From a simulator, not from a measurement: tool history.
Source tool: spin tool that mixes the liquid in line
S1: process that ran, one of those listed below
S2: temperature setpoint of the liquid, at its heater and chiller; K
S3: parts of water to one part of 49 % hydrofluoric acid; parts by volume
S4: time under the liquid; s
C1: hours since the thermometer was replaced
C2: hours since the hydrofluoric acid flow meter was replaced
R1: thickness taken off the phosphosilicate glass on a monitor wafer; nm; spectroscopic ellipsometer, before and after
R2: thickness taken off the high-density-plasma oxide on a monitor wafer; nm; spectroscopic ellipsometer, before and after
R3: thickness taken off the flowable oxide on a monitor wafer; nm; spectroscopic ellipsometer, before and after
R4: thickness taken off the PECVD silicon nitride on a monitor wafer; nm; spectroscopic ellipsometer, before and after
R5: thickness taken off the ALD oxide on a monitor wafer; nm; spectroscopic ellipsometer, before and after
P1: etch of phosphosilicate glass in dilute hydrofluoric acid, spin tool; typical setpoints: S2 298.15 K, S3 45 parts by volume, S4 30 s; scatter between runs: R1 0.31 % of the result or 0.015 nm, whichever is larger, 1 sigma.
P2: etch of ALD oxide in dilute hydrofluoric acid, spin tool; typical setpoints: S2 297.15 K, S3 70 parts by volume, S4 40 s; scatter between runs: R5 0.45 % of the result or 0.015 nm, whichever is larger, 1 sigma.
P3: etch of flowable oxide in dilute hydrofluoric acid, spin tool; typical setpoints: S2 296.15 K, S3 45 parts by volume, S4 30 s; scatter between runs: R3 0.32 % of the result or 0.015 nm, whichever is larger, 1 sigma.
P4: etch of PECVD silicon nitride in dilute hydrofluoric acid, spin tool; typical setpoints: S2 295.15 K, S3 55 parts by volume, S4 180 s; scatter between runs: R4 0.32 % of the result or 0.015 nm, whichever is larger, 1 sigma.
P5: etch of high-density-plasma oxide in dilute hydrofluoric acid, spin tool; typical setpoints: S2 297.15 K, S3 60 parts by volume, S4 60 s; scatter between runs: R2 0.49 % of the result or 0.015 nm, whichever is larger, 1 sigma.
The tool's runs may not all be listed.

run	hour	S1	S2	S3	S4	C1	C2	R1	R2	R3	R4	R5
1	2.1	P1	298.15	45	30	898.3	1110.4	135.210				
2	4.8	P1	298.15	45	30	901.0	1113.1	134.870				
3	8.7	P5	301.65	60	60	904.9	1117.0		7.7780			
4	11.0	P3	296.15	70	30	907.2	1119.3			14.767		
5	14.4	P3	290.65	45	30	910.6	1122.7			18.678		
6	18.7	P1	298.15	45	15	914.9	1127.0	67.151				
7	22.8	P1	298.15	45	30	919.0	1131.1	135.390				
8	25.9	P3	296.15	45	30	922.1	1134.2			23.775		
9	30.0	P1	298.15	25	55	926.2	1138.3	457.200				
# hour 31.4: hydrofluoric acid flow meter replaced
10	33.4	P1	298.15	20	30	929.6	2.0	315.240				
11	36.8	P4	295.15	80	180	933.0	5.4				10.749	
12	40.0	P1	298.15	45	30	936.2	8.6	134.430				
13	43.7	P1	298.15	80	30	939.9	12.3	72.275				
14	46.7	P3	296.15	45	45	942.9	15.3			35.604		
15	50.5	P2	297.15	70	65	946.7	19.1					13.7010
16	54.7	P1	291.15	45	30	950.9	23.3	100.390				
17	57.8	P2	297.15	70	40	954.0	26.4					8.4806
18	60.7	P5	297.15	105	60	956.9	29.3		3.4865			
19	64.5	P4	295.15	55	180	960.7	33.1				15.591	
20	67.5	P1	298.15	45	30	963.7	36.1	134.280				
21	71.5	P1	298.15	45	55	967.7	40.1	247.400				
22	73.7	P2	297.15	70	40	969.9	42.3					8.5090
23	75.6	P4	299.65	55	180	971.8	44.2				20.930	
24	78.4	P1	301.65	45	30	974.6	47.0	155.150				
25	81.0	P1	298.15	45	30	977.2	49.6	135.730				
26	85.0	P5	297.15	60	60	981.2	53.6		6.5227			
27	87.9	P1	298.15	45	30	984.1	56.5	134.700				
28	91.4	P5	297.15	60	115	987.6	60.0		12.5030			
29	94.0	P4	295.15	55	325	990.2	62.6				28.134	
30	97.6	P2	304.65	70	40	993.8	66.2					11.3460
31	100.9	P2	297.15	20	40	997.1	69.5					31.6440
32	104.1	P1	298.15	45	30	1000.3	72.7	134.810				
33	106.6	P1	298.15	45	30	1002.8	75.2	139.590				
34	109.1	P1	298.15	45	30	1005.3	77.7	141.450				
35	111.1	P1	298.15	45	30	1007.3	79.7	143.200				
36	113.6	P1	298.15	45	30	1009.8	82.2	143.700				
37	115.9	P1	298.15	45	30	1012.1	84.5	145.290				
38	119.2	P1	298.15	45	30	1015.4	87.8	144.820				
39	122.8	P1	298.15	45	30	1019.0	91.4	145.770				

Something has made what P1 gives creep away from where it was; the 2 causes below, each at its own stated size, fit the log equally well:
A: liquid hotter than its thermometer reads (K) = 1.84
B: hydrofluoric acid flow above the setpoint (%) = 7.28
The process output started creeping at around hour 104.1.

Below are 4 check runs, each on a single wafer, with their results shown as question marks. Which of them would tell the listed causes apart, meaning the causes would give clearly different results under it?
check 1	126.4	P4	295.15	55	180						?	
check 2	126.4	P5	297.15	60	60				?			
check 3	126.4	P3	296.15	45	30					?		
check 4	126.4	P2	297.15	70	40							?

What each check would give under each cause:
check	result	if A	if B
check 1	R4	17.626	16.662
check 2	R2	6.9774	6.9845
check 3	R3	25.546	25.497
check 4	R5	9.1088	9.1310
How far apart the two closest causes lie, in the result that separates them most: check 1 5.62 %; check 2 0.1 %; check 3 0.19 %; check 4 0.24 %
Only in check 1 would the causes give clearly different results; in the remaining checks their results would be nearly the same.

Check 1 was then run and gave: R4 16.618 nm. Which cause is it?

It is B: hydrofluoric acid flow above the setpoint (%).

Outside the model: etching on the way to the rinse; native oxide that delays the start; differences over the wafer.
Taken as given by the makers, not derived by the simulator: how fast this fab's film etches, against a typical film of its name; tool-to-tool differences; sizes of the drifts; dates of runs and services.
